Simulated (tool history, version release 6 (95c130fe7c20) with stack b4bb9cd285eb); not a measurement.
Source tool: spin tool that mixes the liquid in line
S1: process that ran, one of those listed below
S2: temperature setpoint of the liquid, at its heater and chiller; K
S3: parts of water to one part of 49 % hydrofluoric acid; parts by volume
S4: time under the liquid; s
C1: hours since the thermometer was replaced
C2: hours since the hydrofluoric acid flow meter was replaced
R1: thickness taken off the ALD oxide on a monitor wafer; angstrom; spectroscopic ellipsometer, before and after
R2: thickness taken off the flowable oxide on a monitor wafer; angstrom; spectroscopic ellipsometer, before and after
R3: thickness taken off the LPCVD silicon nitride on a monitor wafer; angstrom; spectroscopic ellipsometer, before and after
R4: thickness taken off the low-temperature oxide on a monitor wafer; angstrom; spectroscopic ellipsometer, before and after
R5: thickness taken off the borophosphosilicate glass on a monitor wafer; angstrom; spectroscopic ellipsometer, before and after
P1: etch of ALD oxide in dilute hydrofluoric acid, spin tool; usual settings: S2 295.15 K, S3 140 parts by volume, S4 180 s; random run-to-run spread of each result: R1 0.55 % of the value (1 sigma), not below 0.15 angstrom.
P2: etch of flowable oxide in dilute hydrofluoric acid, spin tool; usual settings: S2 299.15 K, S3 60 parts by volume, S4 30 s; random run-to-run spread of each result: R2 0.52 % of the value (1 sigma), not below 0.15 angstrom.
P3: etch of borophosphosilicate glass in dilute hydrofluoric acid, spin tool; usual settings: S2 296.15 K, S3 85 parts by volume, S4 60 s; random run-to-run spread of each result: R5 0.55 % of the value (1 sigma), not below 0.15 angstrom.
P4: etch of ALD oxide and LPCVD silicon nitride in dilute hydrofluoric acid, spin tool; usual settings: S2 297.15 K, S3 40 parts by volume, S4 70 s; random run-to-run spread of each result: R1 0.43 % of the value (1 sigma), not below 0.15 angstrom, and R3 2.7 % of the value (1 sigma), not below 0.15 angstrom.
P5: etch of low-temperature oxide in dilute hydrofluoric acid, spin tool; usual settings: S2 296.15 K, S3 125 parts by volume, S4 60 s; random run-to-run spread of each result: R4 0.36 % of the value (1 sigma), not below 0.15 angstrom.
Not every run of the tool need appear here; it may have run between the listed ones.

Run 1, hour 8.9: S1 P1, S2 295.15 K, S3 140 parts by volume, S4 180 s; C1 412.2; C2 204.0. Result: R1 247.50 angstrom.
Run 2, hour 15.7: S1 P1, S2 295.15 K, S3 140 parts by volume, S4 180 s; C1 419.0; C2 210.8. Result: R1 247.12 angstrom.
Run 3, hour 24.9: S1 P2, S2 299.15 K, S3 60 parts by volume, S4 60 s; C1 428.2; C2 220.0. Result: R2 405.72 angstrom.
Run 4, hour 37.2: S1 P4, S2 297.15 K, S3 40 parts by volume, S4 125 s; C1 440.5; C2 232.3. Result: R1 332.38 angstrom, R3 13.8770 angstrom.
Run 5, hour 45.3: S1 P1, S2 295.15 K, S3 140 parts by volume, S4 80 s; C1 448.6; C2 240.4. Result: R1 109.76 angstrom.
Run 6, hour 51.4: S1 P1, S2 295.15 K, S3 140 parts by volume, S4 180 s; C1 454.7; C2 246.5. Result: R1 244.80 angstrom.
Run 7, hour 60.0: S1 P2, S2 299.15 K, S3 60 parts by volume, S4 30 s; C1 463.3; C2 255.1. Result: R2 202.27 angstrom.
Run 8, hour 71.6: S1 P1, S2 295.15 K, S3 250 parts by volume, S4 180 s; C1 474.9; C2 266.7. Result: R1 123.65 angstrom.
Run 9, hour 77.6: S1 P1, S2 295.15 K, S3 85 parts by volume, S4 255 s; C1 480.9; C2 272.7. Result: R1 609.97 angstrom.
Run 10, hour 89.8: S1 P4, S2 291.15 K, S3 40 parts by volume, S4 70 s; C1 493.1; C2 284.9. Result: R1 144.21 angstrom, R3 5.0616 angstrom.
Run 11, hour 99.8: S1 P5, S2 296.15 K, S3 125 parts by volume, S4 60 s; C1 503.1; C2 294.9. Result: R4 160.350 angstrom.
Run 12, hour 109.5: S1 P5, S2 296.15 K, S3 225 parts by volume, S4 60 s; C1 512.8; C2 304.6. Result: R4 79.794 angstrom.
At hour 114.8: hydrofluoric acid flow meter replaced.
Run 13, hour 120.7: S1 P1, S2 300.15 K, S3 140 parts by volume, S4 180 s; C1 524.0; C2 6.0. Result: R1 301.69 angstrom.
Run 14, hour 129.9: S1 P1, S2 295.15 K, S3 70 parts by volume, S4 180 s; C1 533.2; C2 15.2. Result: R1 534.07 angstrom.
Run 15, hour 137.7: S1 P3, S2 303.65 K, S3 85 parts by volume, S4 60 s; C1 541.0; C2 23.0. Result: R5 380.30 angstrom.
Run 16, hour 144.5: S1 P4, S2 297.15 K, S3 40 parts by volume, S4 70 s; C1 547.8; C2 29.8. Result: R1 186.31 angstrom, R3 8.0521 angstrom.
Run 17, hour 155.0: S1 P4, S2 297.15 K, S3 40 parts by volume, S4 70 s; C1 558.3; C2 40.3. Result: R1 186.70 angstrom, R3 7.5401 angstrom.
Run 18, hour 165.1: S1 P1, S2 295.15 K, S3 140 parts by volume, S4 180 s; C1 568.4; C2 50.4. Result: R1 246.46 angstrom.
Run 19, hour 170.4: S1 P2, S2 307.15 K, S3 60 parts by volume, S4 30 s; C1 573.7; C2 55.7. Result: R2 274.09 angstrom.
Run 20, hour 180.4: S1 P3, S2 296.15 K, S3 20 parts by volume, S4 60 s; C1 583.7; C2 65.7. Result: R5 1310.90 angstrom.
Run 21, hour 190.8: S1 P3, S2 296.15 K, S3 85 parts by volume, S4 60 s; C1 594.1; C2 76.1. Result: R5 284.40 angstrom.
Run 22, hour 202.9: S1 P1, S2 295.15 K, S3 140 parts by volume, S4 180 s; C1 606.2; C2 88.2. Result: R1 246.19 angstrom.
Run 23, hour 213.9: S1 P1, S2 295.15 K, S3 140 parts by volume, S4 285 s; C1 617.2; C2 99.2. Result: R1 396.53 angstrom.
Run 24, hour 221.2: S1 P5, S2 296.15 K, S3 125 parts by volume, S4 100 s; C1 624.5; C2 106.5. Result: R4 268.050 angstrom.
Run 25, hour 227.7: S1 P1, S2 291.15 K, S3 140 parts by volume, S4 180 s; C1 631.0; C2 113.0. Result: R1 207.97 angstrom.
Run 26, hour 237.4: S1 P5, S2 290.15 K, S3 125 parts by volume, S4 60 s; C1 640.7; C2 122.7. Result: R4 125.590 angstrom.
Run 27, hour 247.6: S1 P2, S2 299.15 K, S3 20 parts by volume, S4 30 s; C1 650.9; C2 132.9. Result: R2 638.10 angstrom.
Run 28, hour 258.0: S1 P5, S2 296.15 K, S3 125 parts by volume, S4 60 s; C1 661.3; C2 143.3. Result: R4 160.800 angstrom.
Run 29, hour 266.6: S1 P1, S2 295.15 K, S3 140 parts by volume, S4 180 s; C1 669.9; C2 151.9. Result: R1 246.05 angstrom.
Run 30, hour 274.4: S1 P3, S2 296.15 K, S3 85 parts by volume, S4 60 s; C1 677.7; C2 159.7. Result: R5 281.24 angstrom.
Run 31, hour 282.4: S1 P4, S2 297.15 K, S3 60 parts by volume, S4 70 s; C1 685.7; C2 167.7. Result: R1 120.34 angstrom, R3 4.9672 angstrom.
Run 32, hour 294.5: S1 P3, S2 296.15 K, S3 85 parts by volume, S4 115 s; C1 697.8; C2 179.8. Result: R5 544.26 angstrom.
Run 33, hour 300.8: S1 P1, S2 295.15 K, S3 140 parts by volume, S4 180 s; C1 704.1; C2 186.1. Result: R1 249.18 angstrom.
Run 34, hour 310.1: S1 P1, S2 295.15 K, S3 140 parts by volume, S4 180 s; C1 713.4; C2 195.4. Result: R1 242.68 angstrom.
Run 35, hour 320.2: S1 P1, S2 295.15 K, S3 140 parts by volume, S4 180 s; C1 723.5; C2 205.5. Result: R1 236.00 angstrom.
Run 36, hour 330.9: S1 P1, S2 295.15 K, S3 140 parts by volume, S4 180 s; C1 734.2; C2 216.2. Result: R1 233.44 angstrom.
Run 37, hour 343.0: S1 P1, S2 295.15 K, S3 140 parts by volume, S4 180 s; C1 746.3; C2 228.3. Result: R1 233.86 angstrom.
Run 38, hour 352.5: S1 P1, S2 295.15 K, S3 140 parts by volume, S4 180 s; C1 755.8; C2 237.8. Result: R1 229.30 angstrom.
Run 39, hour 364.9: S1 P1, S2 295.15 K, S3 140 parts by volume, S4 180 s; C1 768.2; C2 250.2. Result: R1 232.53 angstrom.
Run 40, hour 375.2: S1 P1, S2 295.15 K, S3 140 parts by volume, S4 180 s; C1 778.5; C2 260.5. Result: R1 231.23 angstrom.
Run 41, hour 385.4: S1 P1, S2 295.15 K, S3 140 parts by volume, S4 180 s; C1 788.7; C2 270.7. Result: R1 229.00 angstrom.
Run 42, hour 395.4: S1 P1, S2 295.15 K, S3 140 parts by volume, S4 180 s; C1 798.7; C2 280.7. Result: R1 228.00 angstrom.
Run 43, hour 400.8: S1 P1, S2 295.15 K, S3 140 parts by volume, S4 180 s; C1 804.1; C2 286.1. Result: R1 228.95 angstrom.

The log shows P1 creeping away from where it was. Any of the 2 causes listed here, at the size stated for it, fits the log just as well as the others:
A: hydrofluoric acid flow below the setpoint (%) = 6.33
B: liquid colder than its thermometer reads (K) = 1.92
Creep in the process output first set in at about hour 300.8.

Which of the check runs below tells the causes apart, meaning the causes would give it clearly different results? Each run uses 5 wafers whose results are averaged, and each result is shown as a question mark.
Run check 1, hour 406.2: S1 P4, S2 291.15 K, S3 40 parts by volume, S4 120 s. Result: R1 ?, R3 ?.
Run check 2, hour 406.2: S1 P3, S2 302.65 K, S3 85 parts by volume, S4 105 s. Result: R5 ?.
Run check 3, hour 406.2: S1 P5, S2 290.15 K, S3 190 parts by volume, S4 60 s. Result: R4 ?.
Run check 4, hour 406.2: S1 P2, S2 305.65 K, S3 60 parts by volume, S4 30 s. Result: R2 ?.

Outcome of each check run for each possible cause:
  check  result    if A    if B
check 1      R1  231.40  227.82
check 1      R3  8.2069  7.6234
check 2      R5  594.56  594.34
check 3      R4  71.841  71.799
check 4      R2  242.14  241.69
Per check, the gap between the least separated pair of causes, taken in the result that splits them most: check 1 7.38 %; check 2 0.04 %; check 3 0.06 %; check 4 0.19 %
Only in check 1 would the causes give clearly different results; in the remaining checks their results would be nearly the same.

Running check 1 produced the following: R1 230.41 angstrom; R3 8.1862 angstrom. Which one of the listed causes fits?

A is the cause: hydrofluoric acid flow below the setpoint (%).
